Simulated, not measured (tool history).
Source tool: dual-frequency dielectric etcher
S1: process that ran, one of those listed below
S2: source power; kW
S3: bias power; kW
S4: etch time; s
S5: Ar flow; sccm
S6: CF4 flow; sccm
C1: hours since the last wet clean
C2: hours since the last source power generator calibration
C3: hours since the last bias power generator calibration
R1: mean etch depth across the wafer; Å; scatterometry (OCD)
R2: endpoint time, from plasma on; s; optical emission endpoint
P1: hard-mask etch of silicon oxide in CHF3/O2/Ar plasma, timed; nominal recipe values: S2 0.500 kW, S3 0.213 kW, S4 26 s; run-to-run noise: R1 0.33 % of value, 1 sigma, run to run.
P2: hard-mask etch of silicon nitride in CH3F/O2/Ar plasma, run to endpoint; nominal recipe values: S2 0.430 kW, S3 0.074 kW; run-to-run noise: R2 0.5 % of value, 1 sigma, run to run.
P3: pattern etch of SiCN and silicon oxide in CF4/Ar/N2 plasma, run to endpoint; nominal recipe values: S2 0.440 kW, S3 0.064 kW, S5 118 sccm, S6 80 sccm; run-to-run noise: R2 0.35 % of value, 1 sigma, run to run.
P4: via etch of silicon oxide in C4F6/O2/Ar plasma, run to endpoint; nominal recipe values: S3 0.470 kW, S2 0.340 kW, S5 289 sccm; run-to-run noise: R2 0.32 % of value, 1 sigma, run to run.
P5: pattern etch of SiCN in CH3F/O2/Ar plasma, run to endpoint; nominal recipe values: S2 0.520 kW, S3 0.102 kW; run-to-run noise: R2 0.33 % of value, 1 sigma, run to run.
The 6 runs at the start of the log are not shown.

Run 7, hour 70.7: S1 P4, S2 0.340 kW, S3 0.470 kW, S5 224 sccm; C1 142.2; C2 712.5; C3 2354.7. Result: R2 34.905 s.
Run 8, hour 76.3: S1 P1, S2 0.680 kW, S3 0.213 kW, S4 26 s; C1 147.8; C2 718.1; C3 2360.3. Result: R1 568.35 Å.
Run 9, hour 81.8: S1 P1, S2 0.500 kW, S3 0.213 kW, S4 26 s; C1 153.3; C2 723.6; C3 2365.8. Result: R1 507.39 Å.
Run 10, hour 92.8: S1 P3, S2 0.440 kW, S3 0.064 kW, S5 166 sccm, S6 80 sccm; C1 164.3; C2 734.6; C3 2376.8. Result: R2 15.282 s.
Run 11, hour 100.9: S1 P4, S2 0.340 kW, S3 0.470 kW, S5 289 sccm; C1 172.4; C2 742.7; C3 2384.9. Result: R2 35.771 s.
Run 12, hour 106.9: S1 P1, S2 0.500 kW, S3 0.279 kW, S4 26 s; C1 178.4; C2 748.7; C3 2390.9. Result: R1 556.89 Å.
Run 13, hour 116.2: S1 P4, S2 0.450 kW, S3 0.470 kW, S5 289 sccm; C1 187.7; C2 758.0; C3 2400.2. Result: R2 32.130 s.
Run 14, hour 123.8: S1 P2, S2 0.290 kW, S3 0.074 kW; C1 195.3; C2 765.6; C3 2407.8. Result: R2 70.388 s.
Run 15, hour 135.5: S1 P3, S2 0.440 kW, S3 0.064 kW, S5 118 sccm, S6 50 sccm; C1 207.0; C2 777.3; C3 2419.5. Result: R2 15.665 s.
Run 16, hour 145.5: S1 P3, S2 0.310 kW, S3 0.064 kW, S5 118 sccm, S6 80 sccm; C1 217.0; C2 787.3; C3 2429.5. Result: R2 19.831 s.
Run 17, hour 154.6: S1 P1, S2 0.500 kW, S3 0.213 kW, S4 26 s; C1 226.1; C2 796.4; C3 2438.6. Result: R1 506.39 Å.
Run 18, hour 162.0: S1 P1, S2 0.500 kW, S3 0.141 kW, S4 26 s; C1 233.5; C2 803.8; C3 2446.0. Result: R1 442.24 Å.
Run 19, hour 170.8: S1 P5, S2 0.520 kW, S3 0.102 kW; C1 242.3; C2 812.6; C3 2454.8. Result: R2 17.338 s.
Run 20, hour 179.6: S1 P1, S2 0.500 kW, S3 0.213 kW, S4 26 s; C1 251.1; C2 821.4; C3 2463.6. Result: R1 505.45 Å.
Run 21, hour 185.7: S1 P1, S2 0.500 kW, S3 0.213 kW, S4 18 s; C1 257.2; C2 827.5; C3 2469.7. Result: R1 351.68 Å.
Run 22, hour 196.8: S1 P5, S2 0.520 kW, S3 0.131 kW; C1 268.3; C2 838.6; C3 2480.8. Result: R2 15.682 s.
Run 23, hour 209.3: S1 P1, S2 0.620 kW, S3 0.162 kW, S4 26 s; C1 280.8; C2 851.1; C3 2493.3. Result: R1 502.10 Å.
Run 24, hour 217.9: S1 P2, S2 0.430 kW, S3 0.092 kW; C1 289.4; C2 859.7; C3 2501.9. Result: R2 56.832 s.
Run 25, hour 225.7: S1 P3, S2 0.440 kW, S3 0.041 kW, S5 118 sccm, S6 80 sccm; C1 297.2; C2 867.5; C3 2509.7. Result: R2 16.753 s.

Run 26 comes next. What will it give?
Run 26, hour 237.3: S1 P1, S2 0.500 kW, S3 0.213 kW, S4 26 s; C1 308.8; C2 879.1; C3 2521.3. Result: R1 ?.

Run 26 came out at R1 503.64 Å.
